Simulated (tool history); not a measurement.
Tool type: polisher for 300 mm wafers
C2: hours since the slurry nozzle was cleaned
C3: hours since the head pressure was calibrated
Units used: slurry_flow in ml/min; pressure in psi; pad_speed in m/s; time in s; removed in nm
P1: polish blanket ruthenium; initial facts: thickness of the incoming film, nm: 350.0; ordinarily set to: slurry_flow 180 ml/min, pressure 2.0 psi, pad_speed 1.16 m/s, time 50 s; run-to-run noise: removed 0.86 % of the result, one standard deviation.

Run 1, hour 4.2: slurry_flow 180 ml/min, pressure 2.0 psi, pad_speed 1.16 m/s, time 50 s; wafers polished on this pad 305; C2 588.8; C3 523.1. Result: removed 60.459 nm.
Run 2, hour 8.4: slurry_flow 180 ml/min, pressure 3.1 psi, pad_speed 1.16 m/s, time 50 s; wafers polished on this pad 330; C2 593.0; C3 527.3. Result: removed 93.071 nm.
Run 3, hour 15.2: slurry_flow 110 ml/min, pressure 2.0 psi, pad_speed 1.16 m/s, time 50 s; wafers polished on this pad 369; C2 599.8; C3 534.1. Result: removed 55.451 nm.
Run 4, hour 20.7: slurry_flow 180 ml/min, pressure 2.0 psi, pad_speed 1.16 m/s, time 24 s; wafers polished on this pad 401; C2 605.3; C3 539.6. Result: removed 29.145 nm.
Run 5, hour 26.2: slurry_flow 180 ml/min, pressure 2.0 psi, pad_speed 1.66 m/s, time 22 s; wafers polished on this pad 433; C2 610.8; C3 545.1. Result: removed 37.934 nm.
Run 6, hour 30.6: slurry_flow 180 ml/min, pressure 1.4 psi, pad_speed 1.16 m/s, time 50 s; wafers polished on this pad 459; C2 615.2; C3 549.5. Result: removed 42.614 nm.
Run 7, hour 37.1: slurry_flow 180 ml/min, pressure 2.0 psi, pad_speed 1.16 m/s, time 50 s; wafers polished on this pad 497; C2 621.7; C3 556.0. Result: removed 60.402 nm.
Run 8, hour 43.8: slurry_flow 180 ml/min, pressure 2.0 psi, pad_speed 0.54 m/s, time 50 s; wafers polished on this pad 536; C2 628.4; C3 562.7. Result: removed 28.236 nm.
At hour 46.0: slurry nozzle cleaned.
Run 9, hour 50.4: slurry_flow 180 ml/min, pressure 2.0 psi, pad_speed 1.16 m/s, time 50 s; wafers polished on this pad 574; C2 4.4; C3 569.3. Result: removed 60.490 nm.
Run 10, hour 54.3: slurry_flow 180 ml/min, pressure 2.0 psi, pad_speed 1.16 m/s, time 78 s; wafers polished on this pad 597; C2 8.3; C3 573.2. Result: removed 94.289 nm.
Run 11, hour 57.6: slurry_flow 180 ml/min, pressure 2.0 psi, pad_speed 1.16 m/s, time 50 s; wafers polished on this pad 616; C2 11.6; C3 576.5. Result: removed 60.245 nm.
Run 12, hour 60.7: slurry_flow 180 ml/min, pressure 2.0 psi, pad_speed 1.52 m/s, time 50 s; wafers polished on this pad 634; C2 14.7; C3 579.6. Result: removed 78.464 nm.
Run 13, hour 65.6: slurry_flow 180 ml/min, pressure 2.0 psi, pad_speed 1.48 m/s, time 72 s; wafers polished on this pad 662; C2 19.6; C3 584.5. Result: removed 109.520 nm.
Run 14, hour 71.7: slurry_flow 230 ml/min, pressure 2.0 psi, pad_speed 1.16 m/s, time 50 s; wafers polished on this pad 698; C2 25.7; C3 590.6. Result: removed 61.588 nm.
Run 15, hour 75.4: slurry_flow 180 ml/min, pressure 2.0 psi, pad_speed 1.16 m/s, time 50 s; wafers polished on this pad 719; C2 29.4; C3 594.3. Result: removed 61.042 nm.
Run 16, hour 78.8: slurry_flow 180 ml/min, pressure 2.0 psi, pad_speed 1.16 m/s, time 50 s; wafers polished on this pad 739; C2 32.8; C3 597.7. Result: removed 60.252 nm.
Run 17, hour 82.2: slurry_flow 180 ml/min, pressure 2.0 psi, pad_speed 1.16 m/s, time 50 s; wafers polished on this pad 759; C2 36.2; C3 601.1. Result: removed 60.006 nm.
Run 18, hour 88.1: slurry_flow 180 ml/min, pressure 2.0 psi, pad_speed 1.16 m/s, time 50 s; wafers polished on this pad 793; C2 42.1; C3 607.0. Result: removed 58.146 nm.
Run 19, hour 94.5: slurry_flow 180 ml/min, pressure 2.0 psi, pad_speed 1.16 m/s, time 50 s; wafers polished on this pad 830; C2 48.5; C3 613.4. Result: removed 57.411 nm.
Run 20, hour 100.9: slurry_flow 180 ml/min, pressure 2.0 psi, pad_speed 1.16 m/s, time 50 s; wafers polished on this pad 867; C2 54.9; C3 619.8. Result: removed 56.826 nm.
Run 21, hour 107.0: slurry_flow 180 ml/min, pressure 2.0 psi, pad_speed 1.16 m/s, time 50 s; wafers polished on this pad 903; C2 61.0; C3 625.9. Result: removed 56.854 nm.
At hour 108.0: head pressure recalibrated.
Run 22, hour 112.4: slurry_flow 180 ml/min, pressure 2.0 psi, pad_speed 1.16 m/s, time 50 s; wafers polished on this pad 934; C2 66.4; C3 4.4. Result: removed 56.467 nm.
Run 23, hour 118.4: slurry_flow 180 ml/min, pressure 2.0 psi, pad_speed 1.16 m/s, time 50 s; wafers polished on this pad 969; C2 72.4; C3 10.4. Result: removed 56.587 nm.
Run 24, hour 122.9: slurry_flow 180 ml/min, pressure 2.0 psi, pad_speed 1.16 m/s, time 50 s; wafers polished on this pad 995; C2 76.9; C3 14.9. Result: removed 56.254 nm.
Run 25, hour 126.7: slurry_flow 180 ml/min, pressure 2.0 psi, pad_speed 1.16 m/s, time 50 s; wafers polished on this pad 1017; C2 80.7; C3 18.7. Result: removed 55.736 nm.
Run 26, hour 131.2: slurry_flow 180 ml/min, pressure 2.0 psi, pad_speed 1.16 m/s, time 50 s; wafers polished on this pad 1043; C2 85.2; C3 23.2. Result: removed 55.828 nm.

Something has made what P1 gives creep away from where it was; the 2 causes below, each at its own stated size, fit the log equally well:
A: slurry flow missing at the pad, % = 34.3
B: removal rate lost through wear of the pad, % = 7.17
Creep in the process output first set in at about hour 78.8.
The rest of the possible causes, and what rules out each one:
head's pressure below its setpoint, %: serviced at hour 108.0, after the change had begun; the process did not return to its earlier output

Below are 4 check runs, each averaged over 3 wafers, with their results shown as question marks. Which of them would give clearly different results depending on which cause is behind the drift?
Run check 1, hour 135.7: slurry_flow 180 ml/min, pressure 2.9 psi, pad_speed 0.58 m/s, time 50 s. Result: removed ?.
Run check 2, hour 135.7: slurry_flow 180 ml/min, pressure 3.1 psi, pad_speed 0.60 m/s, time 50 s. Result: removed ?.
Run check 3, hour 135.7: slurry_flow 110 ml/min, pressure 2.0 psi, pad_speed 0.64 m/s, time 50 s. Result: removed ?.
Run check 4, hour 135.7: slurry_flow 180 ml/min, pressure 3.0 psi, pad_speed 1.16 m/s, time 26 s. Result: removed ?.

Expected result of each check under each candidate cause:
  check   result    if A    if B
check 1  removed  40.758  40.755
check 2  removed  45.071  45.068
check 3  removed  27.199  28.338
check 4  removed  43.850  43.846
Gap, in per cent, between the two causes that each check separates least, read from the result that separates them most: check 1 0.01 %; check 2 0.01 %; check 3 4.1 %; check 4 0.01 %
Only in check 3 would the causes give clearly different results; in the remaining checks their results would be nearly the same.

With check 3 done, the readings were: removed 28.615 nm. Identify which of the listed causes applies.

It is B: removal rate lost through wear of the pad, %.
